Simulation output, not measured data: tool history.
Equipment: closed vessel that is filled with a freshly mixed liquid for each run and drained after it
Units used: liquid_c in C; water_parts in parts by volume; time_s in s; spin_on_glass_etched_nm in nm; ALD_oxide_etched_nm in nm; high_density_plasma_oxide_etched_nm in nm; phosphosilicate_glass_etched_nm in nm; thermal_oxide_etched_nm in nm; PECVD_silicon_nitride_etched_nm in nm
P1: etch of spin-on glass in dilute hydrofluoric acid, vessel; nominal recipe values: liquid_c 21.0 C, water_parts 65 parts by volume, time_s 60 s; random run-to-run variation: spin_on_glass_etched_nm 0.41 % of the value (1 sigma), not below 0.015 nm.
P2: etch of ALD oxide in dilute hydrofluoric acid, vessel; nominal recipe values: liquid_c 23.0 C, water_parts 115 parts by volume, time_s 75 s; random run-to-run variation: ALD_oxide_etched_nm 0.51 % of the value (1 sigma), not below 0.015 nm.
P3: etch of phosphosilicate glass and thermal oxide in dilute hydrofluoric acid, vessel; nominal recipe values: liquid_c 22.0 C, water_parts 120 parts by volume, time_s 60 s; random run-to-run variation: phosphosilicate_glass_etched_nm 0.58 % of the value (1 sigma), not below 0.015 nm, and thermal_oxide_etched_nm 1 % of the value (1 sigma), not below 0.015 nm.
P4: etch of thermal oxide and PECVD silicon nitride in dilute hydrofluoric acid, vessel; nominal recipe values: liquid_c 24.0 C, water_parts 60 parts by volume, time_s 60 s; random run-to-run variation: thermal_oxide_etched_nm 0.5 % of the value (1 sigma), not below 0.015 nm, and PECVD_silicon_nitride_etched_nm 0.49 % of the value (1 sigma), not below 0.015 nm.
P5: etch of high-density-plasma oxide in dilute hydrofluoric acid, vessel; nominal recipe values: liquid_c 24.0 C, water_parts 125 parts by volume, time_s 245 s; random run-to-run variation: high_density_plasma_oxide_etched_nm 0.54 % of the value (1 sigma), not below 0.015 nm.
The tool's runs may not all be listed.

run	day	process	liquid_c	water_parts	time_s	hours since the thermometer was replaced	hours since the hydrofluoric acid flow meter was replaced	spin_on_glass_etched_nm	ALD_oxide_etched_nm	high_density_plasma_oxide_etched_nm	phosphosilicate_glass_etched_nm	thermal_oxide_etched_nm	PECVD_silicon_nitride_etched_nm
1	0.321	P1	21.0	65	60	977.5	456.4	41.277					
2	0.521	P2	23.0	115	75	982.3	461.2		9.2156				
3	0.750	P5	24.0	125	245	987.8	466.7			16.3570			
4	0.992	P1	21.0	30	60	993.6	472.5	93.140					
5	1.442	P1	21.0	65	60	1004.4	483.3	40.961					
6	1.758	P1	28.5	65	30	1012.0	490.9	27.811					
7	2.012	P2	23.0	115	35	1018.1	497.0		4.3110				
8	2.388	P3	22.0	120	30	1027.1	506.0				22.254	1.0568	
9	2.658	P3	22.0	120	60	1033.6	512.5				44.857	2.1592	
10	2.983	P4	24.0	60	60	1041.4	520.3					5.1373	5.6952
11	3.221	P3	27.0	120	60	1047.1	526.0				54.480	2.6246	
12	3.467	P1	28.0	65	105	1053.0	531.9	95.034					
13	3.721	P2	23.0	20	75	1059.1	538.0		60.2860				
14	3.992	P3	22.0	20	60	1065.6	544.5				302.440	14.5430	
15	4.417	P1	21.0	65	35	1075.8	554.7	23.998					
16	4.692	P1	21.0	65	105	1082.4	561.3	71.957					
17	5.058	P2	27.5	115	75	1091.2	570.1		10.9680				
18	5.379	P1	21.0	115	60	1098.9	577.8	21.796					
19	5.800	P1	27.5	65	60	1109.0	587.9	53.659					
20	6.238	P1	21.0	65	60	1119.5	598.4	41.164					
21	6.512	P4	30.0	60	60	1126.1	605.0					6.5640	8.4398
22	6.712	P5	20.0	125	245	1130.9	609.8			13.8880			
23	6.983	P1	21.0	65	60	1137.4	616.3	41.107					
24	7.238	P5	24.0	125	245	1143.5	622.4			16.2480			
25	7.546	P4	24.0	60	30	1150.9	629.8					2.5827	2.8408
26	7.812	P4	24.0	60	60	1157.3	636.2					5.1381	5.7125
27	8.233	P5	24.0	125	445	1167.4	646.3			29.5150			
28	8.688	P2	23.0	115	75	1178.3	657.2		9.2427				
29	8.996	P3	22.0	120	60	1185.7	664.6				44.545	2.1268	
30	9.433	P5	24.0	200	245	1196.2	675.1			9.3594			
31	9.808	P1	17.0	65	60	1205.2	684.1	34.672					
32	10.150	P1	21.0	65	60	1213.4	692.3	41.015					
33	10.438	P4	24.0	20	60	1220.3	699.2					16.3310	16.4800
34	10.742	P1	21.0	65	60	1227.6	706.5	40.990					
35	11.058	P1	21.0	65	60	1235.2	714.1	42.119					
36	11.312	P1	21.0	65	60	1241.3	720.2	42.766					
37	11.571	P1	21.0	65	60	1247.5	726.4	43.448					
38	12.021	P1	21.0	65	60	1258.3	737.2	43.664					
39	12.367	P1	21.0	65	60	1266.6	745.5	43.723					
40	12.617	P1	21.0	65	60	1272.6	751.5	43.956					
41	12.988	P1	21.0	65	60	1281.5	760.4	43.822					

P1 has crept away from where it was. The log is fitted equally well by each of these 2 causes, at the sizes shown:
A: hydrofluoric acid flow above the setpoint (%) = 6.18
B: liquid hotter than its thermometer reads (K) = 1.56
At approximately day 10.742, the process output began to creep.

Consider the 4 single-wafer check runs listed below, results given as question marks: which one distinguishes between the causes by giving clearly different results for each?
check 1	13.358	P4	24.0	35	35							?	?
check 2	13.358	P5	24.0	175	360					?			
check 3	13.358	P3	25.0	35	60						?	?	
check 4	13.358	P2	23.0	25	75				?				

Expected result of each check under each candidate cause:
check	result	if A	if B
check 1	thermal_oxide_etched_nm	5.6737	5.6840
check 1	PECVD_silicon_nitride_etched_nm	5.9769	6.2654
check 2	high_density_plasma_oxide_etched_nm	17.2620	17.0350
check 3	phosphosilicate_glass_etched_nm	205.150	205.410
check 3	thermal_oxide_etched_nm	9.8124	9.8247
check 4	ALD_oxide_etched_nm	50.7480	50.9300
Per-check spread between the two closest causes, in the result where they differ most: check 1 4.71 %; check 2 1.32 %; check 3 0.13 %; check 4 0.36 %
Check 1 distinguishes between the causes, while the remaining checks would return nearly the same result for all of them.

With check 1 done, the readings were: thermal_oxide_etched_nm 5.7033 nm; PECVD_silicon_nitride_etched_nm 6.0344 nm. Identify which of the listed causes applies.

The cause is A: hydrofluoric acid flow above the setpoint (%).
